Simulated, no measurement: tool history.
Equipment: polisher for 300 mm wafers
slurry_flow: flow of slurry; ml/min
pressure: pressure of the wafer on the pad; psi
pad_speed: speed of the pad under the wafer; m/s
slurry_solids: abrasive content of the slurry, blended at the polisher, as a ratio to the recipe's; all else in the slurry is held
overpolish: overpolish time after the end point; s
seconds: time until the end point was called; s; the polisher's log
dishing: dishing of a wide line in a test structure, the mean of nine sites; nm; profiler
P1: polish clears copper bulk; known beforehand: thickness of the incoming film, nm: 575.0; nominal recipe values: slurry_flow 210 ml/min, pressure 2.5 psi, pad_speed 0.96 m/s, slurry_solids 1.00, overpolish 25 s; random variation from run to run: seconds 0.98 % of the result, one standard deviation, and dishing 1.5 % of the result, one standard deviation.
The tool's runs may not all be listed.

run	hour	slurry_flow	pressure	pad_speed	slurry_solids	overpolish	seconds	dishing
1	10.4	210	2.5	0.96	1.00	25	86.911	91.023
2	19.6	210	3.7	0.96	1.00	25	58.820	123.100
3	31.9	210	2.5	0.96	1.00	25	86.979	90.272
4	39.1	210	2.5	1.42	1.00	25	59.488	116.580
5	47.8	265	3.6	0.96	1.00	25	59.520	125.630
6	59.8	145	2.5	1.42	1.00	25	61.515	114.360
7	68.1	125	2.5	0.96	1.00	25	95.430	86.199
8	80.4	210	2.5	0.96	1.00	25	86.790	92.876
# hour 80.8: head pressure recalibrated
9	94.2	300	2.5	0.96	1.00	25	83.570	94.565
10	109.2	210	2.5	0.96	1.00	8	86.623	37.323
11	123.5	210	2.5	0.96	0.75	25	92.056	88.204
12	136.4	210	2.5	0.96	1.00	25	87.749	92.193
13	144.8	210	2.5	0.96	1.00	45	87.181	128.360
14	153.6	210	2.5	0.56	1.00	25	150.360	62.829
15	165.6	210	1.2	0.96	1.00	25	183.760	49.221
16	175.3	210	2.5	0.96	1.35	25	81.280	97.154
17	183.8	210	2.5	0.96	1.00	25	87.244	90.113

Predict the results of run 18:
18	197.0	210	2.5	0.96	1.00	25	?	?

{"run 18": {"seconds": 89.281, "dishing": 87.281}}
